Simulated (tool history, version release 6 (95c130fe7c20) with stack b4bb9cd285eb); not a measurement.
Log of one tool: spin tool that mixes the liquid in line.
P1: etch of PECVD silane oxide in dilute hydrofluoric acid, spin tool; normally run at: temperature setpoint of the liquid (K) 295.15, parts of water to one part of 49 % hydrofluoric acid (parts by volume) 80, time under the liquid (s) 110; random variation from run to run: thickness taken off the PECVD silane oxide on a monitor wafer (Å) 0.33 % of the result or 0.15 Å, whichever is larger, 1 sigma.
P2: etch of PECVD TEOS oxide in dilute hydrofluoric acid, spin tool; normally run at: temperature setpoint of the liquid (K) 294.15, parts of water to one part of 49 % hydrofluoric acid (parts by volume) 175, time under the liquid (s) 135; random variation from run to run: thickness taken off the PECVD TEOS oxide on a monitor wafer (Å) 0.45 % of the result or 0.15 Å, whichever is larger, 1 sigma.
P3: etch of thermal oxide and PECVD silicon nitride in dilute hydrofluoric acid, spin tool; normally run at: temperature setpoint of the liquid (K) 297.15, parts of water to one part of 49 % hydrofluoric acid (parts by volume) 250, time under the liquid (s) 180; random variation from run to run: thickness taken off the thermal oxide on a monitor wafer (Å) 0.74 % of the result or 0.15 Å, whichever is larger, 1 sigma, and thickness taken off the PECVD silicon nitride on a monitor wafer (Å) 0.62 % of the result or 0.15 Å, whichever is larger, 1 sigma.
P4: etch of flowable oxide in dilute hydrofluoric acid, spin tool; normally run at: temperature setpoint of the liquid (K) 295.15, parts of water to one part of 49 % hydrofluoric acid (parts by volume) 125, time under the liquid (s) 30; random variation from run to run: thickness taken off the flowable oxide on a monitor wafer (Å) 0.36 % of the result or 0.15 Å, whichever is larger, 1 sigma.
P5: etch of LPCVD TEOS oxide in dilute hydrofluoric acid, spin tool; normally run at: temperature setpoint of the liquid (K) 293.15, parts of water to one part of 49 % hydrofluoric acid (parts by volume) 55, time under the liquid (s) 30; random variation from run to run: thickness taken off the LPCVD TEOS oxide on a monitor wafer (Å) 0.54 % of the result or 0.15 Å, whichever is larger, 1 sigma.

run,hour,process that ran,temperature setpoint of the liquid (K),parts of water to one part of 49 % hydrofluoric acid (parts by volume),time under the liquid (s),thickness taken off the PECVD silane oxide on a monitor wafer (Å),thickness taken off the thermal oxide on a monitor wafer (Å),thickness taken off the PECVD silicon nitride on a monitor wafer (Å),thickness taken off the LPCVD TEOS oxide on a monitor wafer (Å),thickness taken off the flowable oxide on a monitor wafer (Å),thickness taken off the PECVD TEOS oxide on a monitor wafer (Å)
1,8.7,P1,295.15,80,110,233.850,,,,,
2,23.4,P1,295.15,80,110,233.140,,,,,
3,33.6,P3,297.15,440,180,,14.581,24.106,,,
4,45.5,P5,293.15,20,30,,,,268.420,,
5,56.7,P1,291.15,80,110,197.780,,,,,
6,65.6,P5,293.15,55,15,,,,46.559,,
7,78.0,P5,293.15,55,30,,,,93.585,,
8,86.0,P1,295.15,50,110,390.630,,,,,
9,95.4,P1,295.15,80,110,233.780,,,,,
10,103.2,P3,297.15,250,180,,30.801,41.604,,,
11,110.9,P4,295.15,125,30,,,,,113.530,
12,117.3,P2,294.15,175,255,,,,,,104.930
13,129.1,P2,294.15,275,135,,,,,,32.005
14,140.8,P3,291.65,250,180,,24.882,29.265,,,
15,148.0,P1,295.15,80,110,234.010,,,,,
16,157.3,P2,302.65,175,135,,,,,,76.692
17,166.5,P1,295.15,140,180,204.430,,,,,
18,175.0,P4,295.15,125,60,,,,,225.800,
19,188.3,P1,290.15,130,110,111.100,,,,,
20,202.7,P1,295.15,80,195,416.110,,,,,
21,211.7,P4,295.15,55,30,,,,,279.410,
22,220.4,P2,294.15,175,135,,,,,,55.433
23,234.3,P1,295.15,80,15,31.832,,,,,
24,245.4,P3,297.15,250,100,,17.397,23.307,,,
25,253.0,P4,295.15,125,30,,,,,113.950,
26,267.3,P1,295.15,80,110,234.940,,,,,
27,280.6,P1,295.15,140,110,124.520,,,,,
28,288.7,P1,299.15,80,110,276.300,,,,,
29,303.4,P5,293.15,55,30,,,,93.525,,
30,313.6,P1,298.15,40,110,553.280,,,,,
31,320.6,P5,301.65,55,30,,,,133.120,,
32,331.7,P3,297.15,250,180,,30.360,41.429,,,
33,342.7,P4,290.15,125,30,,,,,91.789,
34,350.0,P1,295.15,80,110,233.320,,,,,
35,363.5,P1,295.15,80,110,243.530,,,,,
36,374.7,P1,295.15,80,110,246.910,,,,,
37,387.5,P1,295.15,80,110,251.470,,,,,
38,399.2,P1,295.15,80,110,252.520,,,,,
39,413.3,P1,295.15,80,110,253.190,,,,,
40,421.5,P1,295.15,80,110,254.300,,,,,

The next listed run, before its measurement:
41,434.2,P1,295.15,80,110,?,,,,,

thickness taken off the PECVD silane oxide on a monitor wafer (Å): 253.920

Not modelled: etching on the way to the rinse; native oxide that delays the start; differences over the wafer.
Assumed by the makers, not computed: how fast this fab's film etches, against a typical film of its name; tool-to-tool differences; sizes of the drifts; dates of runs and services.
